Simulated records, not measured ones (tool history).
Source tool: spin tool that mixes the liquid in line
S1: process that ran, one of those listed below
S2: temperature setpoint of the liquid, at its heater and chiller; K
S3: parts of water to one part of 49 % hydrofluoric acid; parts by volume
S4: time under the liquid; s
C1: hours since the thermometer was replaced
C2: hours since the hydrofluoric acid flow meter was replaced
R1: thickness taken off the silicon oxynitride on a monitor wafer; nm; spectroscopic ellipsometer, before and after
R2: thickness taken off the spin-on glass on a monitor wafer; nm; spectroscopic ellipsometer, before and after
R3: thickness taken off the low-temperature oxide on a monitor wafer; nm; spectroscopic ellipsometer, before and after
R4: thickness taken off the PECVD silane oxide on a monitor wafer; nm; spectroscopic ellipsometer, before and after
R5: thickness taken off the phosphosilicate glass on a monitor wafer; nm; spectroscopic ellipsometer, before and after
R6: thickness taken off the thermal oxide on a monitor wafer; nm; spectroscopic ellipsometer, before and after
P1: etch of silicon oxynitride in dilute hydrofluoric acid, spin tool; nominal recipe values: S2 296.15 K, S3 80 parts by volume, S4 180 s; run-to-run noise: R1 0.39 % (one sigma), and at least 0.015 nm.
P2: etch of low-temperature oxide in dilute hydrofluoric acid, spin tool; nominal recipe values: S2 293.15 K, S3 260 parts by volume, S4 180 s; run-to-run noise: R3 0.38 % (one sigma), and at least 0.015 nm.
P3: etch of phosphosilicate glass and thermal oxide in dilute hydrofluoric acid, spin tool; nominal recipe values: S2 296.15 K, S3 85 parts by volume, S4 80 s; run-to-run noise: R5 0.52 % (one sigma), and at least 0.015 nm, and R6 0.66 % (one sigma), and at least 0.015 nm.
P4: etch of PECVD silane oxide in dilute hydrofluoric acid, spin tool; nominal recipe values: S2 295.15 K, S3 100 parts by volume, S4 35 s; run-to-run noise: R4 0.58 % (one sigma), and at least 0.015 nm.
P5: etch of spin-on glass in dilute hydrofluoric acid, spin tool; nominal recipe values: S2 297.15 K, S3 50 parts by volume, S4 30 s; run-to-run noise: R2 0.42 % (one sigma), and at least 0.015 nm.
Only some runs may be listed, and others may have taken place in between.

| run | hour | S1 | S2 | S3 | S4 | C1 | C2 | R1 | R2 | R3 | R4 | R5 | R6 |
|---|---|---|---|---|---|---|---|---|---|---|---|---|---|
| 1 | 5.8 | P1 | 296.15 | 80 | 180 | 375.7 | 537.2 | 8.2864 |  |  |  |  |  |
| 2 | 12.5 | P5 | 290.15 | 50 | 30 | 382.4 | 543.9 |  | 20.804 |  |  |  |  |
| 3 | 18.6 | P1 | 296.15 | 80 | 325 | 388.5 | 550.0 | 14.9120 |  |  |  |  |  |
| 4 | 31.2 | P5 | 297.15 | 50 | 15 | 401.1 | 562.6 |  | 13.909 |  |  |  |  |
| 5 | 43.9 | P2 | 293.15 | 445 | 180 | 413.8 | 575.3 |  |  | 4.8757 |  |  |  |
| 6 | 51.3 | P1 | 300.15 | 80 | 180 | 421.2 | 582.7 | 10.0310 |  |  |  |  |  |
| 7 | 59.2 | P2 | 293.15 | 260 | 180 | 429.1 | 590.6 |  |  | 9.8076 |  |  |  |
| 8 | 65.9 | P1 | 296.15 | 140 | 180 | 435.8 | 597.3 | 4.5097 |  |  |  |  |  |
| 9 | 76.6 | P5 | 297.15 | 85 | 30 | 446.5 | 608.0 |  | 15.663 |  |  |  |  |
| 10 | 82.7 | P5 | 297.15 | 50 | 30 | 452.6 | 614.1 |  | 27.917 |  |  |  |  |
| 11 | 92.9 | P1 | 296.15 | 80 | 35 | 462.8 | 624.3 | 1.6121 |  |  |  |  |  |
| 12 | 101.3 | P4 | 295.15 | 100 | 65 | 471.2 | 632.7 |  |  |  | 23.490 |  |  |
|  | 102.1 | hydrofluoric acid flow meter replaced |
| 13 | 113.4 | P2 | 300.15 | 260 | 180 | 483.3 | 11.3 |  |  | 12.7050 |  |  |  |
| 14 | 122.6 | P3 | 290.65 | 85 | 80 | 492.5 | 20.5 |  |  |  |  | 44.532 | 3.3907 |
| 15 | 130.6 | P1 | 296.15 | 80 | 180 | 500.5 | 28.5 | 8.2831 |  |  |  |  |  |
| 16 | 136.9 | P1 | 296.15 | 80 | 180 | 506.8 | 34.8 | 8.2437 |  |  |  |  |  |
| 17 | 148.2 | P1 | 296.15 | 25 | 180 | 518.1 | 46.1 | 27.5200 |  |  |  |  |  |
| 18 | 158.6 | P4 | 295.15 | 100 | 35 | 528.5 | 56.5 |  |  |  | 12.724 |  |  |
| 19 | 166.4 | P3 | 296.15 | 85 | 150 | 536.3 | 64.3 |  |  |  |  | 104.120 | 8.0192 |
| 20 | 173.5 | P1 | 290.65 | 80 | 180 | 543.4 | 71.4 | 6.2973 |  |  |  |  |  |
| 21 | 182.3 | P5 | 297.15 | 50 | 30 | 552.2 | 80.2 |  | 27.920 |  |  |  |  |
| 22 | 190.2 | P3 | 296.15 | 85 | 80 | 560.1 | 88.1 |  |  |  |  | 55.589 | 4.2354 |
| 23 | 198.3 | P2 | 293.15 | 260 | 300 | 568.2 | 96.2 |  |  | 16.3330 |  |  |  |
| 24 | 210.7 | P3 | 296.15 | 85 | 80 | 580.6 | 108.6 |  |  |  |  | 55.661 | 4.2432 |
| 25 | 221.2 | P3 | 296.15 | 25 | 80 | 591.1 | 119.1 |  |  |  |  | 202.140 | 15.5050 |
| 26 | 227.1 | P2 | 293.15 | 260 | 180 | 597.0 | 125.0 |  |  | 9.7999 |  |  |  |
| 27 | 234.1 | P1 | 290.15 | 35 | 180 | 604.0 | 132.0 | 14.3990 |  |  |  |  |  |
| 28 | 244.1 | P4 | 295.15 | 25 | 35 | 614.0 | 142.0 |  |  |  | 55.732 |  |  |
| 29 | 253.1 | P4 | 303.65 | 100 | 35 | 623.0 | 151.0 |  |  |  | 17.642 |  |  |
| 30 | 263.3 | P1 | 296.15 | 80 | 180 | 633.2 | 161.2 | 8.2901 |  |  |  |  |  |
| 31 | 275.9 | P1 | 296.15 | 80 | 180 | 645.8 | 173.8 | 8.2778 |  |  |  |  |  |
| 32 | 288.3 | P1 | 296.15 | 80 | 180 | 658.2 | 186.2 | 8.2824 |  |  |  |  |  |
| 33 | 295.4 | P1 | 296.15 | 80 | 180 | 665.3 | 193.3 | 8.4490 |  |  |  |  |  |
| 34 | 303.8 | P1 | 296.15 | 80 | 180 | 673.7 | 201.7 | 8.6593 |  |  |  |  |  |
| 35 | 315.1 | P1 | 296.15 | 80 | 180 | 685.0 | 213.0 | 8.7160 |  |  |  |  |  |
| 36 | 326.2 | P1 | 296.15 | 80 | 180 | 696.1 | 224.1 | 8.8448 |  |  |  |  |  |
| 37 | 331.9 | P1 | 296.15 | 80 | 180 | 701.8 | 229.8 | 8.8618 |  |  |  |  |  |
| 38 | 343.3 | P1 | 296.15 | 80 | 180 | 713.2 | 241.2 | 8.8903 |  |  |  |  |  |
| 39 | 349.5 | P1 | 296.15 | 80 | 180 | 719.4 | 247.4 | 8.8367 |  |  |  |  |  |

Something has made what P1 gives creep away from where it was; the 2 causes below, each at its own stated size, fit the log equally well:
A: hydrofluoric acid flow above the setpoint (%) = 6.96
B: liquid hotter than its thermometer reads (K) = 1.5
The gradual shift began around hour 288.3.

Consider the 4 single-wafer check runs listed below, results given as question marks: which one distinguishes between the causes by giving clearly different results for each?
| check 1 | 355.7 | P4 | 295.15 | 45 | 65 |  |  |  |  |  | ? |  |  |
| check 2 | 355.7 | P3 | 296.15 | 25 | 110 |  |  |  |  |  |  | ? | ? |
| check 3 | 355.7 | P2 | 299.65 | 260 | 180 |  |  |  |  | ? |  |  |  |
| check 4 | 355.7 | P5 | 291.15 | 50 | 15 |  |  |  | ? |  |  |  |  |

Expected result of each check under each candidate cause:
| check | result | if A | if B |
|---|---|---|---|
| check 1 | R4 | 59.928 | 59.423 |
| check 2 | R5 | 301.190 | 299.270 |
| check 2 | R6 | 22.9910 | 22.8440 |
| check 3 | R3 | 13.4790 | 13.0260 |
| check 4 | R2 | 11.623 | 11.546 |
Smallest distance between any two causes, each pair judged by its most separating result, in per cent: check 1 0.85 %; check 2 0.64 %; check 3 3.42 %; check 4 0.66 %
Check 3 distinguishes between the causes, while the remaining checks would return nearly the same result for all of them.

After running check 3, the following was obtained: R3 13.5320 nm. Which cause does this point to?

The cause is A: hydrofluoric acid flow above the setpoint (%).
